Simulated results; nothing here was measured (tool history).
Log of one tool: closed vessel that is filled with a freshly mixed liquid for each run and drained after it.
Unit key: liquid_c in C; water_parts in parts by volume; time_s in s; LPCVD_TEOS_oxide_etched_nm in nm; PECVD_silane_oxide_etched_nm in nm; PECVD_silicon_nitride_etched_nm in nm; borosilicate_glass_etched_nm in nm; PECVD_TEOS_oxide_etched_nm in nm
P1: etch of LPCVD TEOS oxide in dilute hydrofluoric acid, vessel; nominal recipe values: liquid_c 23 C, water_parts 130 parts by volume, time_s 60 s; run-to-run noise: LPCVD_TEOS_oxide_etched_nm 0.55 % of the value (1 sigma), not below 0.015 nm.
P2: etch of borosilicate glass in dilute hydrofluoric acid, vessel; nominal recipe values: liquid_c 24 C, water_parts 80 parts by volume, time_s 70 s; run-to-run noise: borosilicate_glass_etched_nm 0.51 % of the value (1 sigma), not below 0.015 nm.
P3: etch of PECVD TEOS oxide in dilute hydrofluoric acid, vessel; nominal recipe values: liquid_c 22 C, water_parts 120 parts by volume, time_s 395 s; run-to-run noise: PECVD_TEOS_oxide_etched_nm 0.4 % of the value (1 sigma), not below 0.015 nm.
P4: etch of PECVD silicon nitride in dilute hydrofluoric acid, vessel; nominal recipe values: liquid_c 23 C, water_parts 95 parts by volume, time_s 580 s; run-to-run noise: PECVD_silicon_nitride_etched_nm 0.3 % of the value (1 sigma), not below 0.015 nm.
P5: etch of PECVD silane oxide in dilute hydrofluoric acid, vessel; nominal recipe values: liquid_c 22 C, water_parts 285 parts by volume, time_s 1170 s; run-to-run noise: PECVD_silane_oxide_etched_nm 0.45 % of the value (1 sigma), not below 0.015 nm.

run	hour	process	liquid_c	water_parts	time_s	hours since the thermometer was replaced	hours since the hydrofluoric acid flow meter was replaced	LPCVD_TEOS_oxide_etched_nm	PECVD_silane_oxide_etched_nm	PECVD_silicon_nitride_etched_nm	borosilicate_glass_etched_nm	PECVD_TEOS_oxide_etched_nm
1	5.6	P1	23	130	60	389.2	454	13.676				
2	11	P1	23	130	60	394.6	459.4	13.683				
3	15.3	P1	26.5	130	60	398.9	463.7	15.651				
4	18.4	P5	22	285	1170	402	466.8		56.541			
5	21.9	P1	18.5	130	60	405.5	470.3	11.497				
6	28	P4	17	95	580	411.6	476.4			15.055		
7	33.1	P2	24	80	120	416.7	481.5				52.346	
8	39.3	P3	22	120	395	422.9	487.7					24.207
9	42.5	P4	23	95	580	426.1	490.9			22.609		
10	48.8	P1	23	130	60	432.4	497.2	13.667				
11	55.2	P5	22	285	1170	438.8	503.6		55.894			
12	59.7	P3	22	215	395	443.3	508.1					12.214
13	63.3	P1	23	185	60	446.9	511.7	9.1149				
14	69.1	P1	23	130	60	452.7	517.5	13.707				
15	74.4	P4	23	40	580	458	522.8			52.801		
16	80.7	P1	23	35	60	464.3	529.1	57.647				
17	84.3	P3	22	120	195	467.9	532.7					11.984
18	89.8	P2	30.5	80	70	473.4	538.2				39.097	
19	94	P3	22	120	395	477.6	542.4					24.193
20	100.5	P2	24	80	70	484.1	548.9				30.551	
21	106.3	P3	17	120	395	489.9	554.7					19.76
22	109.4	P5	17	285	1170	493	557.8		46.971			
23	115.4	P1	23	130	30	499	563.8	6.8356				
24	120.7	P4	23	95	315	504.3	569.1			12.278		
25	124.8	P5	22	460	1170	508.4	573.2		29.796			
26	131.7	P1	18.5	30	60	515.3	580.1	55.4				
27	138.6	P1	23	130	60	522.2	587	13.734				
28	144.8	P5	22	285	455	528.4	593.2		21.929			
29	151.4	P2	24	80	70	535	599.8				30.453	
30	157.7	P2	24	135	70	541.3	606.1				16.907	
31	162.9	P1	23	130	105	546.5	611.3	23.992				
32	169.2	P1	23	130	60	552.8	617.6	13.838				
33	173.5	P1	23	130	60	557.1	621.9	14.117				
34	178.6	P1	23	130	60	562.2	627	14.141				
35	181.9	P1	23	130	60	565.5	630.3	14.377				
36	187.8	P1	23	130	60	571.4	636.2	14.355				
37	191.2	P1	23	130	60	574.8	639.6	14.538				
38	195.5	P1	23	130	60	579.1	643.9	14.623				
39	200	P1	23	130	60	583.6	648.4	14.582				
40	204.6	P1	23	130	60	588.2	653	14.481				

The output of P1 has drifted from where it used to be. Each of the 2 causes below, taken at the size shown beside it, accounts for the log equally well:
A: hydrofluoric acid flow above the setpoint (%) = 5.45
B: liquid hotter than its thermometer reads (K) = 1.57
The onset of the drift is placed at about hour 169.2.

Below are 4 check runs, each on a single wafer, with their results shown as question marks. Which of them would tell the listed causes apart, meaning the causes would give clearly different results under it?
check 1	209.2	P3	22	120	395							?
check 2	209.2	P5	22	285	1170				?			
check 3	209.2	P4	23	95	580					?		
check 4	209.2	P2	24	80	70						?	

What each check would give under each cause:
check	result	if A	if B
check 1	PECVD_TEOS_oxide_etched_nm	25.79	25.839
check 2	PECVD_silane_oxide_etched_nm	60.037	59.367
check 3	PECVD_silicon_nitride_etched_nm	23.876	25.142
check 4	borosilicate_glass_etched_nm	32.402	32.547
Smallest distance between any two causes, each pair judged by its most separating result, in per cent: check 1 0.19 %; check 2 1.12 %; check 3 5.17 %; check 4 0.44 %
Only check 3 tells the causes apart: in the others they would give nearly the same result.

Check 3 has now been run. It gave: PECVD_silicon_nitride_etched_nm 25.146 nm. Which of the candidate causes is it?

B is the cause: liquid hotter than its thermometer reads (K).
